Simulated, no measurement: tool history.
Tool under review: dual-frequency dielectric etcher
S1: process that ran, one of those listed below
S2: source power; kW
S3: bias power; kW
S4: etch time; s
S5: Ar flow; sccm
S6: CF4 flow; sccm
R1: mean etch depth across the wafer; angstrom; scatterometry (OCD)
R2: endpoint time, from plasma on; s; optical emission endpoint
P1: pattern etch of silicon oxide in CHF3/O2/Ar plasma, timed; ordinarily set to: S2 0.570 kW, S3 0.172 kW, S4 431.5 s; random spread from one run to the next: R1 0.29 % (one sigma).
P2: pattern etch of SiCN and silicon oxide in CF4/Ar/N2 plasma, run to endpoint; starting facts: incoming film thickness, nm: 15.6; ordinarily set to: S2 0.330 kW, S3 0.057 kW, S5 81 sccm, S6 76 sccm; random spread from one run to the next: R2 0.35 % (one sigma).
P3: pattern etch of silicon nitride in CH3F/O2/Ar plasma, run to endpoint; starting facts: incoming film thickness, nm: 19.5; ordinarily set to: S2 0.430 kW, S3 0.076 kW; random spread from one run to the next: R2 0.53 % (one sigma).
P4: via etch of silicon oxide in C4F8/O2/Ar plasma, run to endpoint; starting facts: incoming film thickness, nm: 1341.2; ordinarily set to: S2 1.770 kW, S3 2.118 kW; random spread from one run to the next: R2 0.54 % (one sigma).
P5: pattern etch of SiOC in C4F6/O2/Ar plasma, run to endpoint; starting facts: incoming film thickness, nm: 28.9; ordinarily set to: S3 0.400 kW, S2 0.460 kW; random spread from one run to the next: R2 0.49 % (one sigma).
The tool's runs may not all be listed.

run 1 hour=4.0 | S1=P1 S2=0.570 S3=0.172 S4=431.5 | R1=8308.5
run 2 hour=10.5 | S1=P1 S2=0.660 S3=0.218 S4=431.5 | R1=9545.7
run 3 hour=17.1 | S1=P1 S2=0.570 S3=0.172 S4=431.5 | R1=8285.5
run 4 hour=22.1 | S1=P2 S2=0.330 S3=0.057 S5=81 S6=108 | R2=24.1390
run 5 hour=28.2 | S1=P2 S2=0.330 S3=0.080 S5=81 S6=76 | R2=22.6570
run 6 hour=33.1 | S1=P1 S2=0.570 S3=0.172 S4=612.5 | R1=11772.0
run 7 hour=37.4 | S1=P1 S2=0.570 S3=0.172 S4=431.5 | R1=8361.1
run 8 hour=44.4 | S1=P1 S2=0.700 S3=0.172 S4=431.5 | R1=8972.7
run 9 hour=51.4 | S1=P1 S2=0.570 S3=0.172 S4=237.5 | R1=4568.8
run 10 hour=58.1 | S1=P1 S2=0.380 S3=0.172 S4=431.5 | R1=7146.2
run 11 hour=64.6 | S1=P1 S2=0.570 S3=0.172 S4=431.5 | R1=8299.9
run 12 hour=68.6 | S1=P3 S2=0.430 S3=0.076 | R2=26.5670
run 13 hour=74.4 | S1=P2 S2=0.330 S3=0.057 S5=81 S6=76 | R2=25.4110
run 14 hour=81.0 | S1=P3 S2=0.430 S3=0.050 | R2=30.0570
run 15 hour=84.7 | S1=P4 S2=1.770 S3=2.118 | R2=276.7300
run 16 hour=91.2 | S1=P1 S2=0.570 S3=0.244 S4=431.5 | R1=9370.1
run 17 hour=94.6 | S1=P4 S2=2.510 S3=2.118 | R2=241.6500
run 18 hour=97.9 | S1=P2 S2=0.210 S3=0.057 S5=81 S6=76 | R2=37.6040
run 19 hour=103.8 | S1=P1 S2=0.570 S3=0.172 S4=431.5 | R1=8293.4
run 20 hour=110.3 | S1=P5 S2=0.460 S3=0.549 | R2=9.0667
run 21 hour=113.7 | S1=P3 S2=0.260 S3=0.076 | R2=31.9830
run 22 hour=120.3 | S1=P5 S2=0.320 S3=0.400 | R2=11.6180

Run 23 comes next. What will it give?
run 23 hour=126.2 | S1=P1 S2=0.570 S3=0.172 S4=431.5 | R1=?

Run 23 measured R1 8346.8 angstrom.

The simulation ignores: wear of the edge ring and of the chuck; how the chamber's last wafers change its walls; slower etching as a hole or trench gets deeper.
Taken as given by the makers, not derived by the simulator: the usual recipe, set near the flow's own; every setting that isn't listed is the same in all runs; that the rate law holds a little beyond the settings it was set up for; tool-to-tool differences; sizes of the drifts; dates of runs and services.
